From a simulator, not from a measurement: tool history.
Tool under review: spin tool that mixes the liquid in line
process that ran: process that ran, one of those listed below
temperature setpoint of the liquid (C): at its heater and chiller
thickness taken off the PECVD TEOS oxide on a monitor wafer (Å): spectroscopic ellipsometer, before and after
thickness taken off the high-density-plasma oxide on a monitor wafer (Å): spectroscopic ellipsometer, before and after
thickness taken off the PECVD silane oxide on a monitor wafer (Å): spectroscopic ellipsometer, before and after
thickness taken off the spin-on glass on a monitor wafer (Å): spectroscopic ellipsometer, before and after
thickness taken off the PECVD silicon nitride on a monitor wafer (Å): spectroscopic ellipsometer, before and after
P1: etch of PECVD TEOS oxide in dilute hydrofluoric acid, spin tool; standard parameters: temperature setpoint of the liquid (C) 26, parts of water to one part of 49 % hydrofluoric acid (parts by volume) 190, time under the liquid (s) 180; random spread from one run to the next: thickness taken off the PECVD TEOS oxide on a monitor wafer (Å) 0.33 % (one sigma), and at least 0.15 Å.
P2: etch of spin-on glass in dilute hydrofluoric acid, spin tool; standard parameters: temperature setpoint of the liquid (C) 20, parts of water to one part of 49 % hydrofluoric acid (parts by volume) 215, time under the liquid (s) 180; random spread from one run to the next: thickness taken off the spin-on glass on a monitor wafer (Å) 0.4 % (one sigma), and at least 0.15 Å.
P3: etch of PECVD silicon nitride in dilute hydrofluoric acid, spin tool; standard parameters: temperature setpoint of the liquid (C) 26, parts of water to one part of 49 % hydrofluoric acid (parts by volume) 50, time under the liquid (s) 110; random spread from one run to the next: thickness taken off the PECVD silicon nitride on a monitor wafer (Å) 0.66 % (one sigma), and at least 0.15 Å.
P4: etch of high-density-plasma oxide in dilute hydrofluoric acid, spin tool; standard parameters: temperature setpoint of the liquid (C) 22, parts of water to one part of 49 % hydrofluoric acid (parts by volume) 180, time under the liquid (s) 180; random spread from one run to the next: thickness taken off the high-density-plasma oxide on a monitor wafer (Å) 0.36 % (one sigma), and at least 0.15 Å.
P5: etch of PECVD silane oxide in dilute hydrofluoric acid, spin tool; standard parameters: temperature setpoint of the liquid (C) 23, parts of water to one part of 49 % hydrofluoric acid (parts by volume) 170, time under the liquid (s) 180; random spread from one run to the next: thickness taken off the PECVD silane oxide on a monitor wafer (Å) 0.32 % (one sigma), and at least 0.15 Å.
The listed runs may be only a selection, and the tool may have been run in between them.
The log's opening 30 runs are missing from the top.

| run | hour | process that ran | temperature setpoint of the liquid (C) | parts of water to one part of 49 % hydrofluoric acid (parts by volume) | time under the liquid (s) | hours since the thermometer was replaced | hours since the hydrofluoric acid flow meter was replaced | thickness taken off the PECVD TEOS oxide on a monitor wafer (Å) | thickness taken off the high-density-plasma oxide on a monitor wafer (Å) | thickness taken off the PECVD silane oxide on a monitor wafer (Å) | thickness taken off the spin-on glass on a monitor wafer (Å) | thickness taken off the PECVD silicon nitride on a monitor wafer (Å) |
|---|---|---|---|---|---|---|---|---|---|---|---|---|
| 31 | 334.5 | P1 | 26 | 110 | 180 | 1669.7 | 1936.6 | 340.67 |  |  |  |  |
| 32 | 348.2 | P2 | 20 | 215 | 180 | 1683.4 | 1950.3 |  |  |  | 277.69 |  |
| 33 | 361.3 | P1 | 26 | 190 | 180 | 1696.5 | 1963.4 | 179.23 |  |  |  |  |
| 34 | 368.9 | P1 | 26 | 190 | 180 | 1704.1 | 1971 | 183.31 |  |  |  |  |
| 35 | 376 | P1 | 26 | 190 | 180 | 1711.2 | 1978.1 | 185.69 |  |  |  |  |
| 36 | 388.7 | P1 | 26 | 190 | 180 | 1723.9 | 1990.8 | 189.17 |  |  |  |  |
| 37 | 402.5 | P1 | 26 | 190 | 180 | 1737.7 | 2004.6 | 190.72 |  |  |  |  |
| 38 | 408.9 | P1 | 26 | 190 | 180 | 1744.1 | 2011 | 190.77 |  |  |  |  |
| 39 | 417.2 | P1 | 26 | 190 | 180 | 1752.4 | 2019.3 | 191.01 |  |  |  |  |

Predict the results of run 40:
| 40 | 424.4 | P1 | 26 | 190 | 180 | 1759.6 | 2026.5 | ? |  |  |  |  |

thickness taken off the PECVD TEOS oxide on a monitor wafer (Å): 191.42

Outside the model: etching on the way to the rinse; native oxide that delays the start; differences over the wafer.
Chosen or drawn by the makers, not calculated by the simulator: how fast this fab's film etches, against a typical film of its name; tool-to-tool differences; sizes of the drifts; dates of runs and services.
